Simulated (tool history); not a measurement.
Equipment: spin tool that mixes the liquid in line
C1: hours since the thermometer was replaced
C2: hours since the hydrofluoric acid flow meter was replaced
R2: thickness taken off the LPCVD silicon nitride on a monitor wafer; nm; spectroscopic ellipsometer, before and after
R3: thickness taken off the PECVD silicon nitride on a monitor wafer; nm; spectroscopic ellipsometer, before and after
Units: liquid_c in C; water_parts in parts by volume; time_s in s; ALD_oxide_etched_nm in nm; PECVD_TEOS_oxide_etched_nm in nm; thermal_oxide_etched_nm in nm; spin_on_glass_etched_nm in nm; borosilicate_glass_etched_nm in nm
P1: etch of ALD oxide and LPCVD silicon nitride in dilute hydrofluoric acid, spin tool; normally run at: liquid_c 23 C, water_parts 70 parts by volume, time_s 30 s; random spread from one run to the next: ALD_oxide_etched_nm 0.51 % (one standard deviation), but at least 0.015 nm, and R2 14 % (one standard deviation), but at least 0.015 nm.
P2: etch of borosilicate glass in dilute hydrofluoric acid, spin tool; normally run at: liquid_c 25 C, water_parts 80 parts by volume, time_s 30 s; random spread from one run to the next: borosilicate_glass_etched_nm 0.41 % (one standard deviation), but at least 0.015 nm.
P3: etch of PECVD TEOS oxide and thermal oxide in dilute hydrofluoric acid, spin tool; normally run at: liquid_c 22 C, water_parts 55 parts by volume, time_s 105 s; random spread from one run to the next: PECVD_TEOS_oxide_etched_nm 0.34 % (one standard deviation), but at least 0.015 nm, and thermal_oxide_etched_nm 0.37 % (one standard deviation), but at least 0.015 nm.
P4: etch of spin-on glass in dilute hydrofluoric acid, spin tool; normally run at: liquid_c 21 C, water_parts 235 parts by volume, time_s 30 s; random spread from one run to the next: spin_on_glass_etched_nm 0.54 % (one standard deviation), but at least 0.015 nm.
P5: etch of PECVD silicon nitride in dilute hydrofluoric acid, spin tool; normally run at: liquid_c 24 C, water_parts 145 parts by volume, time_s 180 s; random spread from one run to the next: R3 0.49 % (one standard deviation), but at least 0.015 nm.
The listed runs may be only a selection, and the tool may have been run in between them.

Run 1, day 0.45: process P1, liquid_c 23 C, water_parts 70 parts by volume, time_s 30 s; C1 107.4; C2 231.8. Result: ALD_oxide_etched_nm 9.7282 nm, R2 0.19918 nm.
Run 2, day 1.254: process P5, liquid_c 24 C, water_parts 145 parts by volume, time_s 180 s; C1 126.7; C2 251.1. Result: R3 4.2151 nm.
Run 3, day 1.95: process P1, liquid_c 23 C, water_parts 100 parts by volume, time_s 30 s; C1 143.4; C2 267.8. Result: ALD_oxide_etched_nm 6.628 nm, R2 0.13239 nm.
Run 4, day 2.367: process P1, liquid_c 18.5 C, water_parts 45 parts by volume, time_s 30 s; C1 153.4; C2 277.8. Result: ALD_oxide_etched_nm 13.029 nm, R2 0.21785 nm.
Run 5, day 2.867: process P1, liquid_c 17 C, water_parts 70 parts by volume, time_s 55 s; C1 165.4; C2 289.8. Result: ALD_oxide_etched_nm 14.054 nm, R2 0.20172 nm.
Run 6, day 3.621: process P1, liquid_c 23 C, water_parts 70 parts by volume, time_s 15 s; C1 183.5; C2 307.9. Result: ALD_oxide_etched_nm 4.8676 nm, R2 0.070082 nm.
Run 7, day 4.262: process P5, liquid_c 24 C, water_parts 145 parts by volume, time_s 60 s; C1 198.9; C2 323.3. Result: R3 1.4163 nm.
Run 8, day 4.942: process P3, liquid_c 22 C, water_parts 100 parts by volume, time_s 105 s; C1 215.2; C2 339.6. Result: PECVD_TEOS_oxide_etched_nm 14.027 nm, thermal_oxide_etched_nm 4.3129 nm.
Run 9, day 5.629: process P4, liquid_c 17 C, water_parts 235 parts by volume, time_s 30 s; C1 231.7; C2 356.1. Result: spin_on_glass_etched_nm 4.305 nm.
Run 10, day 6.367: process P5, liquid_c 24 C, water_parts 260 parts by volume, time_s 180 s; C1 249.4; C2 373.8. Result: R3 2.3725 nm.
Run 11, day 6.821: process P3, liquid_c 22 C, water_parts 55 parts by volume, time_s 105 s; C1 260.3; C2 384.7. Result: PECVD_TEOS_oxide_etched_nm 26.872 nm, thermal_oxide_etched_nm 8.2652 nm.
Run 12, day 7.442: process P1, liquid_c 23 C, water_parts 70 parts by volume, time_s 60 s; C1 275.2; C2 399.6. Result: ALD_oxide_etched_nm 19.63 nm, R2 0.39252 nm.
Run 13, day 8.154: process P2, liquid_c 31 C, water_parts 80 parts by volume, time_s 30 s; C1 292.3; C2 416.7. Result: borosilicate_glass_etched_nm 15.413 nm.
Run 14, day 8.667: process P1, liquid_c 23 C, water_parts 70 parts by volume, time_s 30 s; C1 304.6; C2 429. Result: ALD_oxide_etched_nm 9.8062 nm, R2 0.18118 nm.
Run 15, day 9.208: process P4, liquid_c 21 C, water_parts 35 parts by volume, time_s 30 s; C1 317.6; C2 442. Result: spin_on_glass_etched_nm 41.484 nm.
Run 16, day 9.942: process P1, liquid_c 23 C, water_parts 35 parts by volume, time_s 30 s; C1 335.2; C2 459.6. Result: ALD_oxide_etched_nm 20.228 nm, R2 0.34469 nm.
Run 17, day 10.458: process P2, liquid_c 25 C, water_parts 40 parts by volume, time_s 30 s; C1 347.6; C2 472. Result: borosilicate_glass_etched_nm 25.811 nm.
Run 18, day 11.188: process P3, liquid_c 22 C, water_parts 55 parts by volume, time_s 155 s; C1 365.1; C2 489.5. Result: PECVD_TEOS_oxide_etched_nm 39.656 nm, thermal_oxide_etched_nm 12.232 nm.
Run 19, day 11.604: process P2, liquid_c 25 C, water_parts 80 parts by volume, time_s 30 s; C1 375.1; C2 499.5. Result: borosilicate_glass_etched_nm 12.315 nm.
Run 20, day 12.054: process P1, liquid_c 31 C, water_parts 70 parts by volume, time_s 30 s; C1 385.9; C2 510.3. Result: ALD_oxide_etched_nm 13.418 nm, R2 0.3308 nm.
Run 21, day 12.729: process P3, liquid_c 29.5 C, water_parts 55 parts by volume, time_s 105 s; C1 402.1; C2 526.5. Result: PECVD_TEOS_oxide_etched_nm 36.446 nm, thermal_oxide_etched_nm 11.21 nm.
Run 22, day 13.5: process P5, liquid_c 29.5 C, water_parts 145 parts by volume, time_s 180 s; C1 420.6; C2 545. Result: R3 6.0161 nm.
Run 23, day 14.183: process P1, liquid_c 23 C, water_parts 70 parts by volume, time_s 30 s; C1 437; C2 561.4. Result: ALD_oxide_etched_nm 9.7892 nm, R2 0.17043 nm.
Run 24, day 14.858: process P1, liquid_c 18.5 C, water_parts 70 parts by volume, time_s 30 s; C1 453.2; C2 577.6. Result: ALD_oxide_etched_nm 8.098 nm, R2 0.11082 nm.
Run 25, day 15.208: process P4, liquid_c 21 C, water_parts 235 parts by volume, time_s 30 s; C1 461.6; C2 586. Result: spin_on_glass_etched_nm 4.9825 nm.
Run 26, day 15.738: process P1, liquid_c 23 C, water_parts 70 parts by volume, time_s 30 s; C1 474.3; C2 598.7. Result: ALD_oxide_etched_nm 9.751 nm, R2 0.22551 nm.
Run 27, day 16.288: process P1, liquid_c 23 C, water_parts 115 parts by volume, time_s 15 s; C1 487.5; C2 611.9. Result: ALD_oxide_etched_nm 2.8359 nm, R2 0.063088 nm.
Run 28, day 16.75: process P2, liquid_c 25 C, water_parts 80 parts by volume, time_s 15 s; C1 498.6; C2 623. Result: borosilicate_glass_etched_nm 6.0766 nm.
Run 29, day 17.258: process P1, liquid_c 23 C, water_parts 70 parts by volume, time_s 30 s; C1 510.8; C2 635.2. Result: ALD_oxide_etched_nm 9.7784 nm, R2 0.19662 nm.
Run 30, day 18.038: process P4, liquid_c 21 C, water_parts 235 parts by volume, time_s 55 s; C1 529.5; C2 653.9. Result: spin_on_glass_etched_nm 9.1066 nm.
Run 31, day 18.658: process P1, liquid_c 23 C, water_parts 70 parts by volume, time_s 30 s; C1 544.4; C2 668.8. Result: ALD_oxide_etched_nm 9.8673 nm, R2 0.19313 nm.
Run 32, day 19.346: process P1, liquid_c 23 C, water_parts 70 parts by volume, time_s 30 s; C1 560.9; C2 685.3. Result: ALD_oxide_etched_nm 9.8045 nm, R2 0.20121 nm.
Run 33, day 19.792: process P1, liquid_c 23 C, water_parts 70 parts by volume, time_s 30 s; C1 571.6; C2 696. Result: ALD_oxide_etched_nm 9.641 nm, R2 0.20916 nm.
Run 34, day 20.575: process P1, liquid_c 23 C, water_parts 70 parts by volume, time_s 30 s; C1 590.4; C2 714.8. Result: ALD_oxide_etched_nm 9.4471 nm, R2 0.16109 nm.
Run 35, day 21.158: process P1, liquid_c 23 C, water_parts 70 parts by volume, time_s 30 s; C1 604.4; C2 728.8. Result: ALD_oxide_etched_nm 9.3124 nm, R2 0.15565 nm.
Run 36, day 21.733: process P1, liquid_c 23 C, water_parts 70 parts by volume, time_s 30 s; C1 618.2; C2 742.6. Result: ALD_oxide_etched_nm 9.2513 nm, R2 0.12865 nm.
Run 37, day 22.321: process P1, liquid_c 23 C, water_parts 70 parts by volume, time_s 30 s; C1 632.3; C2 756.7. Result: ALD_oxide_etched_nm 9.2171 nm, R2 0.18602 nm.
Run 38, day 22.971: process P1, liquid_c 23 C, water_parts 70 parts by volume, time_s 30 s; C1 647.9; C2 772.3. Result: ALD_oxide_etched_nm 9.2124 nm, R2 0.17043 nm.
Run 39, day 23.396: process P1, liquid_c 23 C, water_parts 70 parts by volume, time_s 30 s; C1 658.1; C2 782.5. Result: ALD_oxide_etched_nm 9.1529 nm, R2 0.20089 nm.
Run 40, day 23.846: process P1, liquid_c 23 C, water_parts 70 parts by volume, time_s 30 s; C1 668.9; C2 793.3. Result: ALD_oxide_etched_nm 9.0874 nm, R2 0.20041 nm.
Run 41, day 24.458: process P1, liquid_c 23 C, water_parts 70 parts by volume, time_s 30 s; C1 683.6; C2 808. Result: ALD_oxide_etched_nm 9.1021 nm, R2 0.18081 nm.
Run 42, day 24.917: process P1, liquid_c 23 C, water_parts 70 parts by volume, time_s 30 s; C1 694.6; C2 819. Result: ALD_oxide_etched_nm 9.0633 nm, R2 0.15934 nm.

Compared with where it was, what P1 gives has crept away. Each cause listed below fits the log as well as the rest, at the size given for it:
A: liquid colder than its thermometer reads (K) = 1.68
B: hydrofluoric acid flow below the setpoint (%) = 6.11
Onset of the creep was near day 19.346.

You are offered 4 check runs, listed below with question marks in place of their results; each one averages 2 wafers. Which run separates the listed causes by giving clearly different results for each?
Run check 1, day 25.375: process P2, liquid_c 30 C, water_parts 80 parts by volume, time_s 15 s. Result: borosilicate_glass_etched_nm ?.
Run check 2, day 25.375: process P5, liquid_c 24 C, water_parts 240 parts by volume, time_s 180 s. Result: R3 ?.
Run check 3, day 25.375: process P3, liquid_c 28.5 C, water_parts 55 parts by volume, time_s 105 s. Result: PECVD_TEOS_oxide_etched_nm ?, thermal_oxide_etched_nm ?.
Run check 4, day 25.375: process P4, liquid_c 17 C, water_parts 145 parts by volume, time_s 30 s. Result: spin_on_glass_etched_nm ?.

What each check would give under each cause:
  check                        result    if A    if B
check 1  borosilicate_glass_etched_nm  6.9763  6.9339
check 2                            R3  2.3222  2.4245
check 3    PECVD_TEOS_oxide_etched_nm  32.688   32.64
check 3       thermal_oxide_etched_nm  10.081  10.066
check 4       spin_on_glass_etched_nm  7.0137  6.9954
Gap, in per cent, between the two causes that each check separates least, read from the result that separates them most: check 1 0.61 %; check 2 4.31 %; check 3 0.14 %; check 4 0.26 %
Check 2 tells the causes apart: in the others they would give nearly the same result.

Check 2 has now been run. It gave: R3 2.4091 nm. Which of the candidate causes is it?

Of the candidate causes, it is B: hydrofluoric acid flow below the setpoint (%).
